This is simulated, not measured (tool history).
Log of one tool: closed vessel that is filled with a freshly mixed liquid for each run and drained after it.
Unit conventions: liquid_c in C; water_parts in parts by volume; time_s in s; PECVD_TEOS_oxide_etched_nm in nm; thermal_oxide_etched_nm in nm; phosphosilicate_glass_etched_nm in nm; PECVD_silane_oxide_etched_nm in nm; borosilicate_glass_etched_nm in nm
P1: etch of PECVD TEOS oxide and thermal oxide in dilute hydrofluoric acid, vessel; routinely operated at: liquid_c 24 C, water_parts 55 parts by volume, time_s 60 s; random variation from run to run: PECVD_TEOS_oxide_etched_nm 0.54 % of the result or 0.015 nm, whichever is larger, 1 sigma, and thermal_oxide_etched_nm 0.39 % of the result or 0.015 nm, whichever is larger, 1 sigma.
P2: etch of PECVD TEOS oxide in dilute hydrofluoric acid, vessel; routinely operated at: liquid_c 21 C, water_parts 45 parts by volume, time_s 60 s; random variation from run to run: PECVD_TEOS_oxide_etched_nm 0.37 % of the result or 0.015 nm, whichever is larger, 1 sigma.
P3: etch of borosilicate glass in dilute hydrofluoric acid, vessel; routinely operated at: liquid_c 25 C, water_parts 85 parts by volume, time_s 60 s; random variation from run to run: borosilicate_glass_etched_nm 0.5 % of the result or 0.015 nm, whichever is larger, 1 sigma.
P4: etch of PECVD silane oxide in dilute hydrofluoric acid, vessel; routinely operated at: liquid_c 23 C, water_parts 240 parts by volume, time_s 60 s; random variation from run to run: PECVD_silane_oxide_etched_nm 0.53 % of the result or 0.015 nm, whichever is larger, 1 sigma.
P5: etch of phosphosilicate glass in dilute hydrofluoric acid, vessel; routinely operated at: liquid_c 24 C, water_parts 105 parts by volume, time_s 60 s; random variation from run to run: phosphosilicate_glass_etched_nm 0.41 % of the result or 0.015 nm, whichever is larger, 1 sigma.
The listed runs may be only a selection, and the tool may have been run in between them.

run   hour  process  liquid_c  water_parts  time_s  hours since the thermometer was replaced  hours since the hydrofluoric acid flow meter was replaced  PECVD_TEOS_oxide_etched_nm  thermal_oxide_etched_nm  phosphosilicate_glass_etched_nm  PECVD_silane_oxide_etched_nm  borosilicate_glass_etched_nm
  1    4.6       P1        24           55      60                                     114.4                                                      159.7                      18.609                   5.3554
  2    8.6       P5        24           60      60                                     118.4                                                      163.7                                                                                88.028
  3   15.9       P1      19.5           55      60                                     125.7                                                        171                      15.467                    4.459
  4   21.6       P4        23          425      60                                     131.4                                                      176.7                                                                                                              4.3092
  5   25.3       P1        29           55      60                                     135.1                                                      180.4                      22.858                   6.5812
  6   31.7       P2        21           45      60                                     141.5                                                      186.8                      23.812
  7   35.4       P1        24           55      60                                     145.2                                                      190.5                      18.685                   5.3643
  8   42.2       P4        23          240      30                                       152                                                      197.3                                                                                                              4.4889
  9   48.4       P5        31          105      60                                     158.2                                                      203.5                                                                                61.987
 10   54.1       P1        24           55      60                                     163.9                                                      209.2                      18.791                   5.3648
 11   60.6       P1        24           20      60                                     170.4                                                      215.7                      54.063                    15.47
 12   64.5       P1        24           55      60                                     174.3                                                      219.6                      18.521                   5.4236
 13     71       P2        21           45      90                                     180.8                                                      226.1                      35.331
 14   77.6       P1        29           80      60                                     187.4                                                      232.7                      14.986                   4.3641
 15   84.8       P1      19.5           55      30                                     194.6                                                      239.9                       7.713                   2.2542
 16   90.8       P1        24           55      60                                     200.6                                                      245.9                      18.805                   5.3471
 17   96.9       P5        24          105      60                                     206.7                                                        252                                                                                47.267
 18  101.1       P3        25           35      60                                     210.9                                                      256.2                                                                                                                                            42.235
 19  107.5       P2        21           65      60                                     217.3                                                      262.6                      16.007
 20  114.5       P4        17          240      60                                     224.3                                                      269.6                                                                                                              7.2098
 21  120.6       P3        25           85      60                                     230.4                                                      275.7                                                                                                                                             16.19
 22  124.3       P1        24           55      60                                     234.1                                                      279.4                      18.709                   5.3484
 23  130.1       P4        23          240      60                                     239.9                                                      285.2                                                                                                              9.0745
 24  133.4       P2        17           45      60                                     243.2                                                      288.5                      19.844
 25  138.5       P1        24           95      60                                     248.3                                                      293.6                      10.233                    2.948
 26  141.9       P5        24          105      60                                     251.7                                                        297                                                                                47.164
 27  147.9       P1        24           55      30                                     257.7                                                        303                      9.3071                   2.7035
 28  154.3       P3        25           85      30                                     264.1                                                      309.4                                                                                                                                            8.0442
 29  161.5       P1        24           55     110                                     271.3                                                      316.6                      34.122                   9.8713
 30  165.4       P3        21           85      60                                     275.2                                                      320.5                                                                                                                                            13.788
 31  171.1       P5        24          105     105                                     280.9                                                      326.2                                                                                83.171
 32    175       P1      30.5           35      60                                     284.8                                                      330.1                      38.908                   11.311
 33  179.9       P1        24           55      60                                     289.7                                                        335                      18.884                   5.3682
 34  185.9       P1        24           55      60                                     295.7                                                        341                      18.617                   5.4267
 35    193       P1        24           55      60                                     302.8                                                      348.1                      17.902                   5.1582
 36  198.9       P1        24           55      60                                     308.7                                                        354                      17.649                   5.0756
 37  203.7       P1        24           55      60                                     313.5                                                      358.8                      17.416                    5.016
 38  210.8       P1        24           55      60                                     320.6                                                      365.9                      17.291                   4.9892
 39  216.1       P1        24           55      60                                     325.9                                                      371.2                      17.369                   4.9553
 40  220.1       P1        24           55      60                                     329.9                                                      375.2                      17.057                   4.9179
 41  224.7       P1        24           55      60                                     334.5                                                      379.8                      17.104                   4.9119
 42  230.4       P1        24           55      60                                     340.2                                                      385.5                      17.246                   4.9424
 43  233.7       P1        24           55      60                                     343.5                                                      388.8                      17.013                   4.9131
 44  237.5       P1        24           55      60                                     347.3                                                      392.6                      17.071                   4.9515

What P1 gives has crept away from where it was. These 2 causes fit the log equally well, each at the size given:
A: liquid colder than its thermometer reads (K) = 2.22
B: hydrofluoric acid flow below the setpoint (%) = 8.17
The drift started at roughly hour 185.9.

Below are 4 check runs, each averaged over 2 wafers, with their results shown as question marks. Which of them would give clearly different results depending on which cause is behind the drift?
check 1  241.3       P2        21           65      60                                                                                                                                ?
check 2  241.3       P5        24           60      60                                                                                                                                                                                          ?
check 3  241.3       P4        23          420      60                                                                                                                                                                                                                        ?
check 4  241.3       P3        25           50      60                                                                                                                                                                                                                                                      ?

How each check would come out, cause by cause:
  check                           result    if A    if B
check 1       PECVD_TEOS_oxide_etched_nm  14.531  14.549
check 2  phosphosilicate_glass_etched_nm  80.208  80.148
check 3     PECVD_silane_oxide_etched_nm  4.0745  3.9038
check 4     borosilicate_glass_etched_nm  26.278  26.282
Distance between the nearest two causes, measured in the result of the check that separates them most: check 1 0.13 %; check 2 0.07 %; check 3 4.28 %; check 4 0.02 %
Check 3 tells the causes apart: in the others they would give nearly the same result.

Running check 3 produced the following: PECVD_silane_oxide_etched_nm 3.8987 nm. Which one of the listed causes fits?

The cause is B: hydrofluoric acid flow below the setpoint (%).

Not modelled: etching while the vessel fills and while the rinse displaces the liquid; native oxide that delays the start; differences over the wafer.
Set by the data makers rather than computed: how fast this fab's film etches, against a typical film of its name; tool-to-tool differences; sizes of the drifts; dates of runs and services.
